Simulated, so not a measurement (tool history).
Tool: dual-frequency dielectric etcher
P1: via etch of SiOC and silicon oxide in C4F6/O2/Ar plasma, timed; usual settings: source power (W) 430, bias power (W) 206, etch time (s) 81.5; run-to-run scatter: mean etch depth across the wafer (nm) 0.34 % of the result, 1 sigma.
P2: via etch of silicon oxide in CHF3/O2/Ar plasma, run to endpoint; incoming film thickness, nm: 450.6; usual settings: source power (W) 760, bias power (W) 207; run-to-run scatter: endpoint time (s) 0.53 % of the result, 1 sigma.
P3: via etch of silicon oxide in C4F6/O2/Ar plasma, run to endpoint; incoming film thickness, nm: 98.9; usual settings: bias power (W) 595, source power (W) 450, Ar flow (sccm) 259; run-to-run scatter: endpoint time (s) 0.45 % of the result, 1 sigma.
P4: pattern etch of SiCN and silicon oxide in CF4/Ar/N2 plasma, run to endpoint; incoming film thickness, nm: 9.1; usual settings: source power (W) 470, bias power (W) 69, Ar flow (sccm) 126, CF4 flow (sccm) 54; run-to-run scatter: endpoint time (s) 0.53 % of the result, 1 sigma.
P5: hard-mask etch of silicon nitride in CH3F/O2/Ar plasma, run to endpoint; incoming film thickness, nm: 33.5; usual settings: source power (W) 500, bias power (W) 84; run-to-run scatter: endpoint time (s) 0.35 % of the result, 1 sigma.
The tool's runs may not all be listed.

run     day  process that ran  source power (W)  bias power (W)  etch time (s)  Ar flow (sccm)  CF4 flow (sccm)  hours since the last wet clean  hours since the last source power generator calibration  hours since the last bias power generator calibration  mean etch depth across the wafer (nm)  endpoint time (s)
  1   0.183                P1               430             206           81.5                                                            234.3                                                    736.1                                                 3845.9                                 95.537
  2   0.429                P3               450             453                            259                                            240.2                                                    742.0                                                 3851.8                                                   21.4840
  3   0.712                P2              1060             207                                                                           247.0                                                    748.8                                                 3858.6                                                  179.9300
  4   0.888                P1               430             167           99.5                                                            251.2                                                    753.0                                                 3862.8                                108.380
  5   1.083                P1               430             206           62.5                                                            255.9                                                    757.7                                                 3867.5                                 73.523
      1.146  -- bias power generator calibrated
  6   1.392                P5               500             111                                                                           263.3                                                    765.1                                                    5.9                                                   40.1400
  7   1.633                P1               600             206           98.0                                                            269.1                                                    770.9                                                   11.7                                130.460
  8   1.975                P1               300             206           81.5                                                            277.3                                                    779.1                                                   19.9                                 83.347
  9   2.238                P3               450             595                            259                                            283.6                                                    785.4                                                   26.2                                                   19.4400
 10   2.475                P5               500              84                                                                           289.3                                                    791.1                                                   31.9                                                   44.4710
 11   2.700                P4               470              69                            126               54                           294.7                                                    796.5                                                   37.3                                                   10.8390
 12   2.883                P1               430             283           81.5                                                            299.1                                                    800.9                                                   41.7                                106.240
 13   3.079                P4               470              69                             76               54                           303.8                                                    805.6                                                   46.4                                                    9.9785
 14   3.292                P2               760             123                                                                           308.9                                                    810.7                                                   51.5                                                  241.4800
 15   3.558                P4               360              69                            126               54                           315.3                                                    817.1                                                   57.9                                                   13.6110
 16   3.912                P4               470              69                            126               72                           323.8                                                    825.6                                                   66.4                                                   10.2010
 17   4.071                P3               560             595                            259                                            327.6                                                    829.4                                                   70.2                                                   17.9860
 18   4.412                P1               430             206           81.5                                                            335.8                                                    837.6                                                   78.4                                 95.473
 19   4.758                P1               430             206           81.5                                                            344.1                                                    845.9                                                   86.7                                 96.204
 20   4.979                P1               430             206          107.0                                                            349.4                                                    851.2                                                   92.0                                124.860
 21   5.258                P5               500              84                                                                           356.1                                                    857.9                                                   98.7                                                   44.3870
 22   5.500                P1               530             206           81.5                                                            361.9                                                    863.7                                                  104.5                                103.720
 23   5.712                P3               450             595                            211                                            367.0                                                    868.8                                                  109.6                                                   19.0670
 24   5.904                P2               760             207                                                                           371.6                                                    873.4                                                  114.2                                                  202.7200
 25   6.054                P4               470              50                            126               54                           375.2                                                    877.0                                                  117.8                                                   12.0930
 26   6.400                P1               430             206           81.5                                                            383.5                                                    885.3                                                  126.1                                 95.490
      6.471  -- source power generator calibrated
 27   6.679                P5               300              84                                                                           390.2                                                      5.1                                                  132.8                                                   53.7380
 28   6.838                P2               760             207                                                                           394.0                                                      8.9                                                  136.6                                                  202.8800
 29   7.071                P4               470              69                            126               54                           399.6                                                     14.5                                                  142.2                                                   10.8000
 30   7.292                P1               430             206           81.5                                                            404.9                                                     19.8                                                  147.5                                 95.344
 31   7.558                P1               430             128           81.5                                                            411.3                                                     26.2                                                  153.9                                 82.200
 32   7.846                P1               430             206           81.5                                                            418.2                                                     33.1                                                  160.8                                 95.875
 33   8.021                P1               430             206           81.5                                                            422.4                                                     37.3                                                  165.0                                 95.274
 34   8.254                P1               430             206           81.5                                                            428.0                                                     42.9                                                  170.6                                 94.419
 35   8.567                P1               430             206           81.5                                                            435.5                                                     50.4                                                  178.1                                 94.129
 36   8.783                P1               430             206           81.5                                                            440.7                                                     55.6                                                  183.3                                 93.931
 37   9.129                P1               430             206           81.5                                                            449.0                                                     63.9                                                  191.6                                 94.084
      9.138  -- wet clean of the chamber
 38   9.338                P1               430             206           81.5                                                              4.9                                                     68.9                                                  196.6                                 93.992
 39   9.612                P1               430             206           81.5                                                             11.5                                                     75.5                                                  203.2                                 93.881
 40   9.933                P1               430             206           81.5                                                             19.2                                                     83.2                                                  210.9                                 94.418
 41  10.171                P1               430             206           81.5                                                             24.9                                                     88.9                                                  216.6                                 93.766

What P1 gives has crept away from where it was. These 2 causes fit the log equally well, each at the size given:
A: source power that arrives under what is set, % = 4.26
B: bias power that arrives under what is set, % = 4.99
The creep began at about day 7.846.
Why every other cause is out:
chamber walls in a state that lowers the etch rate, %: serviced at day 9.138, which brought nothing back

4 check runs are offered, each on 5 wafers whose results are averaged, their results left as question marks. Which one tells the causes apart?
check 1  10.408                P4               470              59                            126               68                                                                                                                                                                                                         ?
check 2  10.408                P5               370             102                                                                                                                                                                                                                                                         ?
check 3  10.408                P3               450             475                            259                                                                                                                                                                                                                          ?
check 4  10.408                P2              1040             142                                                                                                                                                                                                                                                         ?

What each check would give under each cause:
  check             result      if A      if B
check 1  endpoint time (s)   11.3970   11.1560
check 2  endpoint time (s)   47.1100   47.2380
check 3  endpoint time (s)   21.5380   21.5960
check 4  endpoint time (s)  207.4900  207.1700
How far apart the two closest causes lie, in the result that separates them most: check 1 2.13 %; check 2 0.27 %; check 3 0.27 %; check 4 0.16 %
Only check 1 tells the causes apart: in the others they would give nearly the same result.

Then check 1 was run and gave: endpoint time (s) 11.4100. Which cause is it?

It is A: source power that arrives under what is set, %.
